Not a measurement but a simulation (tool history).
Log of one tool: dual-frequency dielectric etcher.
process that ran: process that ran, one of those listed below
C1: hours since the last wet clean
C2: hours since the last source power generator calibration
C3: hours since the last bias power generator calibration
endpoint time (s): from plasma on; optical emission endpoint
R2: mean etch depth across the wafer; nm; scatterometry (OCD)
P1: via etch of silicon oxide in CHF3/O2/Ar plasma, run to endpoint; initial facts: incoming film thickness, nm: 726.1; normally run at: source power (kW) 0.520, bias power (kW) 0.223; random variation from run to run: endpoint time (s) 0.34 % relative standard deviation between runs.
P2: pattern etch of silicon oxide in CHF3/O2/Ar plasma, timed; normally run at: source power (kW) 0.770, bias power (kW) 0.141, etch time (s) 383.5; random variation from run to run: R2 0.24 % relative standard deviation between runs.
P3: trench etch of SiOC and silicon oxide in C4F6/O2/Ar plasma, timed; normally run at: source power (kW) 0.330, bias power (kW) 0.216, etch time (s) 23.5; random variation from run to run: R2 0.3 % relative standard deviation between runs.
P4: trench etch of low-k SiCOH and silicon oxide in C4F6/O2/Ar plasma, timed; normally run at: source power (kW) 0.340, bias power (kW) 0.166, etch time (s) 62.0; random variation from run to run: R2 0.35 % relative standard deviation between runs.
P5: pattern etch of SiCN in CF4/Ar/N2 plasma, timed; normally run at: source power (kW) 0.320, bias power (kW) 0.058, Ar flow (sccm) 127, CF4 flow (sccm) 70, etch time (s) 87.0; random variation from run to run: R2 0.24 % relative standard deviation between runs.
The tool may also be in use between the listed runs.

Run 1, hour 12.6: process that ran P1, source power (kW) 0.520, bias power (kW) 0.223; C1 187.9; C2 765.7; C3 1519.0. Result: endpoint time (s) 356.34.
Run 2, hour 25.6: process that ran P3, source power (kW) 0.330, bias power (kW) 0.175, etch time (s) 23.5; C1 200.9; C2 778.7; C3 1532.0. Result: R2 42.019 nm.
Run 3, hour 42.3: process that ran P2, source power (kW) 0.770, bias power (kW) 0.184, etch time (s) 383.5; C1 217.6; C2 795.4; C3 1548.7. Result: R2 863.620 nm.
Run 4, hour 54.6: process that ran P1, source power (kW) 0.520, bias power (kW) 0.309; C1 229.9; C2 807.7; C3 1561.0. Result: endpoint time (s) 315.85.
Run 5, hour 68.5: process that ran P1, source power (kW) 0.350, bias power (kW) 0.290; C1 243.8; C2 821.6; C3 1574.9. Result: endpoint time (s) 374.91.
Run 6, hour 82.6: process that ran P3, source power (kW) 0.250, bias power (kW) 0.216, etch time (s) 23.5; C1 257.9; C2 835.7; C3 1589.0. Result: R2 40.697 nm.
Run 7, hour 98.8: process that ran P4, source power (kW) 0.340, bias power (kW) 0.166, etch time (s) 46.5; C1 274.1; C2 851.9; C3 1605.2. Result: R2 135.520 nm.
Run 8, hour 109.8: process that ran P2, source power (kW) 1.010, bias power (kW) 0.141, etch time (s) 383.5; C1 285.1; C2 862.9; C3 1616.2. Result: R2 882.750 nm.
Run 9, hour 126.6: process that ran P4, source power (kW) 0.340, bias power (kW) 0.166, etch time (s) 62.0; C1 301.9; C2 879.7; C3 1633.0. Result: R2 180.570 nm.
Run 10, hour 137.4: process that ran P4, source power (kW) 0.340, bias power (kW) 0.221, etch time (s) 62.0; C1 312.7; C2 890.5; C3 1643.8. Result: R2 199.300 nm.
Run 11, hour 147.6: process that ran P4, source power (kW) 0.340, bias power (kW) 0.166, etch time (s) 62.0; C1 322.9; C2 900.7; C3 1654.0. Result: R2 179.340 nm.
Run 12, hour 164.9: process that ran P5, source power (kW) 0.320, bias power (kW) 0.041, etch time (s) 87.0, Ar flow (sccm) 127, CF4 flow (sccm) 70; C1 340.2; C2 918.0; C3 1671.3. Result: R2 42.978 nm.
Run 13, hour 177.1: process that ran P3, source power (kW) 0.330, bias power (kW) 0.216, etch time (s) 32.5; C1 352.4; C2 930.2; C3 1683.5. Result: R2 62.424 nm.
Run 14, hour 187.5: process that ran P1, source power (kW) 0.520, bias power (kW) 0.158; C1 362.8; C2 940.6; C3 1693.9. Result: endpoint time (s) 399.88.
Run 15, hour 196.8: process that ran P5, source power (kW) 0.250, bias power (kW) 0.058, etch time (s) 87.0, Ar flow (sccm) 127, CF4 flow (sccm) 70; C1 372.1; C2 949.9; C3 1703.2. Result: R2 39.093 nm.
Run 16, hour 209.1: process that ran P1, source power (kW) 0.520, bias power (kW) 0.223; C1 384.4; C2 962.2; C3 1715.5. Result: endpoint time (s) 356.04.
Run 17, hour 220.1: process that ran P1, source power (kW) 0.520, bias power (kW) 0.223; C1 395.4; C2 973.2; C3 1726.5. Result: endpoint time (s) 356.46.
Run 18, hour 236.3: process that ran P3, source power (kW) 0.330, bias power (kW) 0.216, etch time (s) 23.5; C1 411.6; C2 989.4; C3 1742.7. Result: R2 45.164 nm.
Run 19, hour 249.5: process that ran P2, source power (kW) 0.770, bias power (kW) 0.141, etch time (s) 383.5; C1 424.8; C2 1002.6; C3 1755.9. Result: R2 791.990 nm.
Run 20, hour 261.1: process that ran P5, source power (kW) 0.320, bias power (kW) 0.058, etch time (s) 87.0, Ar flow (sccm) 163, CF4 flow (sccm) 70; C1 436.4; C2 1014.2; C3 1767.5. Result: R2 46.739 nm.
Run 21, hour 273.0: process that ran P5, source power (kW) 0.320, bias power (kW) 0.058, etch time (s) 116.0, Ar flow (sccm) 127, CF4 flow (sccm) 70; C1 448.3; C2 1026.1; C3 1779.4. Result: R2 64.446 nm.
Run 22, hour 281.2: process that ran P1, source power (kW) 0.520, bias power (kW) 0.223; C1 456.5; C2 1034.3; C3 1787.6. Result: endpoint time (s) 357.07.
Run 23, hour 299.1: process that ran P4, source power (kW) 0.250, bias power (kW) 0.166, etch time (s) 62.0; C1 474.4; C2 1052.2; C3 1805.5. Result: R2 160.670 nm.
Run 24, hour 312.6: process that ran P2, source power (kW) 0.770, bias power (kW) 0.141, etch time (s) 520.5; C1 487.9; C2 1065.7; C3 1819.0. Result: R2 1076.300 nm.
Run 25, hour 325.1: process that ran P5, source power (kW) 0.320, bias power (kW) 0.058, etch time (s) 87.0, Ar flow (sccm) 127, CF4 flow (sccm) 70; C1 500.4; C2 1078.2; C3 1831.5. Result: R2 48.653 nm.
Run 26, hour 336.6: process that ran P1, source power (kW) 0.520, bias power (kW) 0.223; C1 511.9; C2 1089.7; C3 1843.0. Result: endpoint time (s) 355.83.
Run 27, hour 350.6: process that ran P5, source power (kW) 0.320, bias power (kW) 0.058, etch time (s) 87.0, Ar flow (sccm) 127, CF4 flow (sccm) 42; C1 525.9; C2 1103.7; C3 1857.0. Result: R2 44.626 nm.
Run 28, hour 367.1: process that ran P1, source power (kW) 0.410, bias power (kW) 0.223; C1 542.4; C2 1120.2; C3 1873.5. Result: endpoint time (s) 393.35.
Run 29, hour 376.8: process that ran P1, source power (kW) 0.520, bias power (kW) 0.223; C1 552.1; C2 1129.9; C3 1883.2. Result: endpoint time (s) 357.91.
Run 30, hour 387.8: process that ran P1, source power (kW) 0.620, bias power (kW) 0.223; C1 563.1; C2 1140.9; C3 1894.2. Result: endpoint time (s) 333.53.
Run 31, hour 406.0: process that ran P3, source power (kW) 0.330, bias power (kW) 0.216, etch time (s) 23.5; C1 581.3; C2 1159.1; C3 1912.4. Result: R2 45.025 nm.
Run 32, hour 418.8: process that ran P1, source power (kW) 0.520, bias power (kW) 0.223; C1 594.1; C2 1171.9; C3 1925.2. Result: endpoint time (s) 354.97.
Run 33, hour 428.1: process that ran P1, source power (kW) 0.520, bias power (kW) 0.223; C1 603.4; C2 1181.2; C3 1934.5. Result: endpoint time (s) 355.68.
Run 34, hour 445.0: process that ran P1, source power (kW) 0.520, bias power (kW) 0.223; C1 620.3; C2 1198.1; C3 1951.4. Result: endpoint time (s) 361.64.
Run 35, hour 454.3: process that ran P1, source power (kW) 0.520, bias power (kW) 0.223; C1 629.6; C2 1207.4; C3 1960.7. Result: endpoint time (s) 360.07.
Run 36, hour 467.4: process that ran P1, source power (kW) 0.520, bias power (kW) 0.223; C1 642.7; C2 1220.5; C3 1973.8. Result: endpoint time (s) 363.88.
At hour 468.4: wet clean of the chamber.
Run 37, hour 481.6: process that ran P1, source power (kW) 0.520, bias power (kW) 0.223; C1 13.2; C2 1234.7; C3 1988.0. Result: endpoint time (s) 362.88.
Run 38, hour 498.7: process that ran P1, source power (kW) 0.520, bias power (kW) 0.223; C1 30.3; C2 1251.8; C3 2005.1. Result: endpoint time (s) 362.68.
Run 39, hour 508.1: process that ran P1, source power (kW) 0.520, bias power (kW) 0.223; C1 39.7; C2 1261.2; C3 2014.5. Result: endpoint time (s) 362.79.
Run 40, hour 521.5: process that ran P1, source power (kW) 0.520, bias power (kW) 0.223; C1 53.1; C2 1274.6; C3 2027.9. Result: endpoint time (s) 362.18.

What P1 gives has crept off from where it sat before. The 2 causes that follow fit the log equally well, each at the size noted:
A: source power that arrives under what is set, % = 4.39
B: bias power that arrives under what is set, % = 4.69
Creep in the process output first set in at about hour 418.8.
Other possible causes, and why each is ruled out:
chamber walls in a state that lowers the etch rate, %: serviced after onset, at hour 468.4, with no recovery of the prior output

Listed below are the offered check runs, one wafer per run, with question marks in place of results. For which of them would the causes give clearly different outcomes?
Run check 1, hour 534.9: process that ran P4, source power (kW) 0.340, bias power (kW) 0.166, etch time (s) 62.0. Result: R2 ?.
Run check 2, hour 534.9: process that ran P3, source power (kW) 0.330, bias power (kW) 0.216, etch time (s) 23.5. Result: R2 ?.
Run check 3, hour 534.9: process that ran P5, source power (kW) 0.320, bias power (kW) 0.058, etch time (s) 87.0, Ar flow (sccm) 127, CF4 flow (sccm) 70. Result: R2 ?.
Run check 4, hour 534.9: process that ran P2, source power (kW) 0.770, bias power (kW) 0.141, etch time (s) 383.5. Result: R2 ?.

Outcome of each check run for each possible cause:
  check  result     if A     if B
check 1      R2  177.340  177.780
check 2      R2   44.424   44.481
check 3      R2   46.665   47.724
check 4      R2  779.070  781.070
How far apart the two closest causes lie, in the result that separates them most: check 1 0.25 %; check 2 0.13 %; check 3 2.24 %; check 4 0.26 %
Of the check runs offered, only check 3 discriminates between the causes; the rest would read about the same regardless of which cause applies.

The results of check 3 are: R2 46.690 nm. Based on these, which of the listed causes is it?

The correct cause is A, namely: source power that arrives under what is set, %.
